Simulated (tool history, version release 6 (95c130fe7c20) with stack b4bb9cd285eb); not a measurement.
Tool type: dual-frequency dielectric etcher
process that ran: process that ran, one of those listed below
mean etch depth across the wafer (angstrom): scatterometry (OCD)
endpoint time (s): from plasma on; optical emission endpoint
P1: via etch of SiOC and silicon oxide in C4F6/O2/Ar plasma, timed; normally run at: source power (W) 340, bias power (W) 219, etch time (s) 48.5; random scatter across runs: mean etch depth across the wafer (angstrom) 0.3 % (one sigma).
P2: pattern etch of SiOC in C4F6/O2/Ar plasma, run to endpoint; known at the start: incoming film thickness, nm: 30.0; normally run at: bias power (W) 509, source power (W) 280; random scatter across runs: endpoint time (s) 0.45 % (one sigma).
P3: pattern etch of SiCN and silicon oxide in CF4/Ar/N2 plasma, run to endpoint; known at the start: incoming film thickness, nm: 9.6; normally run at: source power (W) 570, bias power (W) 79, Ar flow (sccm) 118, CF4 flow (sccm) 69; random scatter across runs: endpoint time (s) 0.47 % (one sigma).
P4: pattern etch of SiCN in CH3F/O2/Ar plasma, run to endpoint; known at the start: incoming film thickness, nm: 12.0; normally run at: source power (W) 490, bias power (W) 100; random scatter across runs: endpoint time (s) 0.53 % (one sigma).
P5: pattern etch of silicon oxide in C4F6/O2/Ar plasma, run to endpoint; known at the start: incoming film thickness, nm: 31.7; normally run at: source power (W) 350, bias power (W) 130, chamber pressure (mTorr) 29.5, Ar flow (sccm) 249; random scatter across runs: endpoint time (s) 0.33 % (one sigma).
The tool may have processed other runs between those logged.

run	hour	process that ran	source power (W)	bias power (W)	etch time (s)	chamber pressure (mTorr)	Ar flow (sccm)	CF4 flow (sccm)	mean etch depth across the wafer (angstrom)	endpoint time (s)
1	10.0	P1	340	219	48.5				545.68	
2	17.0	P4	630	100						24.8640
3	24.7	P5	500	130		29.5	249			10.2370
4	33.3	P2	330	509						11.1330
5	48.3	P3	410	79			118	69		12.0870
6	57.1	P1	340	219	48.5				545.46	
7	64.8	P1	340	219	48.5				542.24	
8	71.8	P2	280	509						11.6900
9	82.6	P1	340	147	60.5				597.88	
10	95.2	P1	420	219	48.5				589.95	
11	106.0	P2	280	691						10.3540
12	118.2	P3	570	101			118	69		8.1940
13	131.3	P3	570	79			76	69		8.4046
14	146.2	P1	340	219	37.5				420.11	
15	162.0	P5	350	157		29.5	249			11.1240
16	173.2	P3	570	79			118	97		8.4905
17	187.5	P4	490	100						27.4910
18	200.9	P4	490	100						27.3040
19	213.5	P1	290	219	61.0				644.23	
20	220.4	P5	350	130		41.5	249			12.2800
21	235.8	P4	490	64						32.1190
# hour 236.6: wet clean of the chamber
22	250.0	P1	220	255	48.5				487.56	
23	265.9	P3	570	79			118	69		9.0034
24	281.7	P1	340	129	48.5				461.46	
25	293.4	P1	340	219	63.0				704.94	
26	307.8	P5	350	130		29.5	249			11.7550
27	317.1	P1	340	219	48.5				546.57	
28	332.8	P1	340	291	48.5				602.08	
29	341.9	P5	350	130		29.5	185			11.4130
30	354.2	P1	340	219	48.5				543.49	
31	367.1	P2	280	509						11.8130
32	379.2	P1	240	219	48.5				477.10	
33	391.2	P1	340	219	48.5				544.59	
34	398.6	P1	340	219	48.5				543.69	
35	407.7	P1	340	219	48.5				541.71	
36	420.2	P1	340	219	48.5				538.81	
37	427.8	P1	340	219	48.5				534.25	
# hour 430.0: wet clean of the chamber
38	437.3	P1	340	219	48.5				537.37	
39	445.7	P1	340	219	48.5				537.01	
40	456.9	P1	340	219	48.5				539.12	
41	466.9	P1	340	219	48.5				538.53	
42	480.2	P1	340	219	48.5				536.24	

Compared with where it was, what P1 gives has crept away. Each cause listed below fits the log as well as the rest, at the size given for it:
A: bias power that arrives under what is set, % = 4.75
B: source power that arrives under what is set, % = 4.21
The process output started creeping at around hour 391.2.
Other possible causes, and why each is ruled out:
chamber walls in a state that lowers the etch rate, %: work on it at hour 430.0, done after the drift set in, did not restore what the process gave before

4 check runs are offered, each on 3 wafers whose results are averaged, their results left as question marks. Which one tells the causes apart?
check 1	493.5	P3	570	79			118	69		?
check 2	493.5	P4	490	100						?
check 3	493.5	P2	280	509						?
check 4	493.5	P5	350	130		29.5	249			?

What every check run would give for each of its results, assuming each possible cause in turn:
check	result	if A	if B
check 1	endpoint time (s)	9.1305	9.3239
check 2	endpoint time (s)	27.9940	27.9340
check 3	endpoint time (s)	11.9700	11.9370
check 4	endpoint time (s)	11.9630	11.9960
Per check, the gap between the least separated pair of causes, taken in the result that splits them most: check 1 2.1 %; check 2 0.21 %; check 3 0.27 %; check 4 0.27 %
The other checks would show nearly matching results whichever cause is true, so check 1 is the only one that separates the causes.

Then check 1 was run and gave: endpoint time (s) 9.1709. Which cause is it?

The cause is A: bias power that arrives under what is set, %.

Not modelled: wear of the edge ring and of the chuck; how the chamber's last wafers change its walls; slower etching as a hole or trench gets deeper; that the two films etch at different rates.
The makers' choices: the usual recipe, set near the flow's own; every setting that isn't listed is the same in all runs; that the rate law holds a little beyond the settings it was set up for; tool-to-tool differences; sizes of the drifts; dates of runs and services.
